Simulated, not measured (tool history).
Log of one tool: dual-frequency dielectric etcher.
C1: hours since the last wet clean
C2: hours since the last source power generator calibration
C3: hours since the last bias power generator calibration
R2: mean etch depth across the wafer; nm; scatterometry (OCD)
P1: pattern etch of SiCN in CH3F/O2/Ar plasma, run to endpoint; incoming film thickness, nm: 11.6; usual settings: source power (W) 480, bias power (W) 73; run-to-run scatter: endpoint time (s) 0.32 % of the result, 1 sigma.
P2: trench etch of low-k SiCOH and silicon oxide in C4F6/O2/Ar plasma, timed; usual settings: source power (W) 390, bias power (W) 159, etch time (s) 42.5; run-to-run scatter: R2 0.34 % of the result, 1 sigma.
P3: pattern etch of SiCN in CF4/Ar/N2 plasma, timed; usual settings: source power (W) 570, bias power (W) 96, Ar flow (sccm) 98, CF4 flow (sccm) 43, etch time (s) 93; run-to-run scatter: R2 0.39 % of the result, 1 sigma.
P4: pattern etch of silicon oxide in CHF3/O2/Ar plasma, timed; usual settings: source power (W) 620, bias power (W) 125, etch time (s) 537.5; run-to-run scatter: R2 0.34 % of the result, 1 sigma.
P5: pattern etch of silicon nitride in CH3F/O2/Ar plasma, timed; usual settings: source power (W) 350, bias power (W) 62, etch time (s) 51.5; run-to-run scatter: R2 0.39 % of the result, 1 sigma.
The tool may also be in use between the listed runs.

run 1 hour=3 | process_that_ran=P1 source_power_(W)=480 bias_power_(W)=73 | C1=293.6 C2=1309.7 C3=1646.1 | endpoint_time_(s)=28.839
run 2 hour=7.8 | process_that_ran=P4 source_power_(W)=620 bias_power_(W)=163 etch_time_(s)=537.5 | C1=298.4 C2=1314.5 C3=1650.9 | R2=1052.2
run 3 hour=13.9 | process_that_ran=P5 source_power_(W)=350 bias_power_(W)=62 etch_time_(s)=51.5 | C1=304.5 C2=1320.6 C3=1657 | R2=33.126
run 4 hour=18.6 | process_that_ran=P1 source_power_(W)=360 bias_power_(W)=97 | C1=309.2 C2=1325.3 C3=1661.7 | endpoint_time_(s)=28.93
run 5 hour=23.7 | process_that_ran=P1 source_power_(W)=360 bias_power_(W)=95 | C1=314.3 C2=1330.4 C3=1666.8 | endpoint_time_(s)=29.064
run 6 hour=27.8 | process_that_ran=P4 source_power_(W)=620 bias_power_(W)=125 etch_time_(s)=801.5 | C1=318.4 C2=1334.5 C3=1670.9 | R2=1447.7
run 7 hour=33 | process_that_ran=P3 source_power_(W)=570 bias_power_(W)=96 etch_time_(s)=93 Ar_flow_(sccm)=98 CF4_flow_(sccm)=43 | C1=323.6 C2=1339.7 C3=1676.1 | R2=102.63
run 8 hour=36.6 | process_that_ran=P1 source_power_(W)=380 bias_power_(W)=73 | C1=327.2 C2=1343.3 C3=1679.7 | endpoint_time_(s)=31.423
run 9 hour=42.1 | process_that_ran=P2 source_power_(W)=240 bias_power_(W)=159 etch_time_(s)=42.5 | C1=332.7 C2=1348.8 C3=1685.2 | R2=107.6
run 10 hour=45.9 | process_that_ran=P3 source_power_(W)=570 bias_power_(W)=96 etch_time_(s)=52.5 Ar_flow_(sccm)=98 CF4_flow_(sccm)=43 | C1=336.5 C2=1352.6 C3=1689 | R2=57.736
run 11 hour=51.6 | process_that_ran=P1 source_power_(W)=480 bias_power_(W)=50 | C1=342.2 C2=1358.3 C3=1694.7 | endpoint_time_(s)=32.591
run 12 hour=55.5 | process_that_ran=P2 source_power_(W)=390 bias_power_(W)=159 etch_time_(s)=42.5 | C1=346.1 C2=1362.2 C3=1698.6 | R2=130.61
run 13 hour=59.1 | process_that_ran=P3 source_power_(W)=690 bias_power_(W)=96 etch_time_(s)=93 Ar_flow_(sccm)=98 CF4_flow_(sccm)=43 | C1=349.7 C2=1365.8 C3=1702.2 | R2=120.74
run 14 hour=63.5 | process_that_ran=P5 source_power_(W)=480 bias_power_(W)=62 etch_time_(s)=51.5 | C1=354.1 C2=1370.2 C3=1706.6 | R2=36.812
run 15 hour=68.1 | process_that_ran=P3 source_power_(W)=570 bias_power_(W)=60 etch_time_(s)=93 Ar_flow_(sccm)=98 CF4_flow_(sccm)=43 | C1=358.7 C2=1374.8 C3=1711.2 | R2=84.884
run 16 hour=72.7 | process_that_ran=P4 source_power_(W)=360 bias_power_(W)=125 etch_time_(s)=537.5 | C1=363.3 C2=1379.4 C3=1715.8 | R2=782.57
run 17 hour=75.8 | process_that_ran=P1 source_power_(W)=480 bias_power_(W)=93 | C1=366.4 C2=1382.5 C3=1718.9 | endpoint_time_(s)=26.398
run 18 hour=82.2 | process_that_ran=P2 source_power_(W)=390 bias_power_(W)=223 etch_time_(s)=42.5 | C1=372.8 C2=1388.9 C3=1725.3 | R2=145.2
run 19 hour=88.6 | process_that_ran=P1 source_power_(W)=480 bias_power_(W)=73 | C1=379.2 C2=1395.3 C3=1731.7 | endpoint_time_(s)=28.727
run 20 hour=92.8 | process_that_ran=P1 source_power_(W)=390 bias_power_(W)=98 | C1=383.4 C2=1399.5 C3=1735.9 | endpoint_time_(s)=27.809
run 21 hour=98.5 | process_that_ran=P1 source_power_(W)=480 bias_power_(W)=73 | C1=389.1 C2=1405.2 C3=1741.6 | endpoint_time_(s)=28.703
run 22 hour=103.7 | process_that_ran=P3 source_power_(W)=570 bias_power_(W)=96 etch_time_(s)=93 Ar_flow_(sccm)=71 CF4_flow_(sccm)=43 | C1=394.3 C2=1410.4 C3=1746.8 | R2=107.21
run 23 hour=108.5 | process_that_ran=P5 source_power_(W)=350 bias_power_(W)=36 etch_time_(s)=51.5 | C1=399.1 C2=1415.2 C3=1751.6 | R2=27.574
run 24 hour=111.8 | process_that_ran=P5 source_power_(W)=350 bias_power_(W)=62 etch_time_(s)=35.5 | C1=402.4 C2=1418.5 C3=1754.9 | R2=22.702
run 25 hour=115.8 | process_that_ran=P1 source_power_(W)=660 bias_power_(W)=73 | C1=406.4 C2=1422.5 C3=1758.9 | endpoint_time_(s)=25.566
run 26 hour=121.1 | process_that_ran=P1 source_power_(W)=480 bias_power_(W)=73 | C1=411.7 C2=1427.8 C3=1764.2 | endpoint_time_(s)=28.759
run 27 hour=127.2 | process_that_ran=P3 source_power_(W)=570 bias_power_(W)=96 etch_time_(s)=93 Ar_flow_(sccm)=98 CF4_flow_(sccm)=33 | C1=417.8 C2=1433.9 C3=1770.3 | R2=98.081
run 28 hour=131.2 | process_that_ran=P2 source_power_(W)=390 bias_power_(W)=159 etch_time_(s)=27.5 | C1=421.8 C2=1437.9 C3=1774.3 | R2=84.487
run 29 hour=136.2 | process_that_ran=P1 source_power_(W)=480 bias_power_(W)=73 | C1=426.8 C2=1442.9 C3=1779.3 | endpoint_time_(s)=28.807
run 30 hour=139.8 | process_that_ran=P4 source_power_(W)=620 bias_power_(W)=125 etch_time_(s)=537.5 | C1=430.4 C2=1446.5 C3=1782.9 | R2=968.5
run 31 hour=145.4 | process_that_ran=P4 source_power_(W)=620 bias_power_(W)=125 etch_time_(s)=537.5 | C1=436 C2=1452.1 C3=1788.5 | R2=971.6
run 32 hour=149.2 | process_that_ran=P1 source_power_(W)=480 bias_power_(W)=73 | C1=439.8 C2=1455.9 C3=1792.3 | endpoint_time_(s)=28.565
run 33 hour=155.5 | process_that_ran=P1 source_power_(W)=480 bias_power_(W)=73 | C1=446.1 C2=1462.2 C3=1798.6 | endpoint_time_(s)=28.648
run 34 hour=161.8 | process_that_ran=P1 source_power_(W)=480 bias_power_(W)=73 | C1=452.4 C2=1468.5 C3=1804.9 | endpoint_time_(s)=28.587
run 35 hour=168.4 | process_that_ran=P1 source_power_(W)=480 bias_power_(W)=73 | C1=459 C2=1475.1 C3=1811.5 | endpoint_time_(s)=28.526
run 36 hour=172.9 | process_that_ran=P1 source_power_(W)=480 bias_power_(W)=73 | C1=463.5 C2=1479.6 C3=1816 | endpoint_time_(s)=28.454
run 37 hour=176.4 | process_that_ran=P1 source_power_(W)=480 bias_power_(W)=73 | C1=467 C2=1483.1 C3=1819.5 | endpoint_time_(s)=28.338
run 38 hour=182.1 | process_that_ran=P1 source_power_(W)=480 bias_power_(W)=73 | C1=472.7 C2=1488.8 C3=1825.2 | endpoint_time_(s)=28.45
-- hour=182.3 wet clean of the chamber
run 39 hour=186.3 | process_that_ran=P1 source_power_(W)=480 bias_power_(W)=73 | C1=4.1 C2=1493 C3=1829.4 | endpoint_time_(s)=28.238
run 40 hour=190.3 | process_that_ran=P1 source_power_(W)=480 bias_power_(W)=73 | C1=8.1 C2=1497 C3=1833.4 | endpoint_time_(s)=28.182
run 41 hour=194.2 | process_that_ran=P1 source_power_(W)=480 bias_power_(W)=73 | C1=12 C2=1500.9 C3=1837.3 | endpoint_time_(s)=28.362
run 42 hour=198.7 | process_that_ran=P1 source_power_(W)=480 bias_power_(W)=73 | C1=16.5 C2=1505.4 C3=1841.8 | endpoint_time_(s)=28.294
run 43 hour=205.3 | process_that_ran=P1 source_power_(W)=480 bias_power_(W)=73 | C1=23.1 C2=1512 C3=1848.4 | endpoint_time_(s)=28.368
run 44 hour=208.5 | process_that_ran=P1 source_power_(W)=480 bias_power_(W)=73 | C1=26.3 C2=1515.2 C3=1851.6 | endpoint_time_(s)=28.286

What P1 gives has crept away from where it was. These 2 causes fit the log equally well, each at the size given:
A: source power that arrives over what is set, % = 4.28
B: bias power that arrives over what is set, % = 4.6
The creep began at about hour 155.5.
Why every other cause is out:
chamber walls in a state that raises the etch rate, %: serviced at hour 182.3, which brought nothing back

4 check runs are offered, each on 2 wafers whose results are averaged, their results left as question marks. Which one tells the causes apart?
run check 1 hour=211.7 | process_that_ran=P3 source_power_(W)=570 bias_power_(W)=80 etch_time_(s)=93 Ar_flow_(sccm)=74 CF4_flow_(sccm)=43 | R2=?
run check 2 hour=211.7 | process_that_ran=P2 source_power_(W)=270 bias_power_(W)=202 etch_time_(s)=42.5 | R2=?
run check 3 hour=211.7 | process_that_ran=P5 source_power_(W)=350 bias_power_(W)=43 etch_time_(s)=42.5 | R2=?
run check 4 hour=211.7 | process_that_ran=P4 source_power_(W)=620 bias_power_(W)=144 etch_time_(s)=707 | R2=?

What each check would give under each cause:
check=check_1 result=R2 if_A=103.35 if_B=101.26
check=check_2 result=R2 if_A=123.8 if_B=123.67
check=check_3 result=R2 if_A=24.516 if_B=24.45
check=check_4 result=R2 if_A=1352.3 if_B=1349.8
How far apart the two closest causes lie, in the result that separates them most: check 1 2.05 %; check 2 0.11 %; check 3 0.27 %; check 4 0.18 %
Only check 1 tells the causes apart: in the others they would give nearly the same result.

Check 1 was then run and gave: R2 103.51 nm. Which cause is it?

It is A: source power that arrives over what is set, %.

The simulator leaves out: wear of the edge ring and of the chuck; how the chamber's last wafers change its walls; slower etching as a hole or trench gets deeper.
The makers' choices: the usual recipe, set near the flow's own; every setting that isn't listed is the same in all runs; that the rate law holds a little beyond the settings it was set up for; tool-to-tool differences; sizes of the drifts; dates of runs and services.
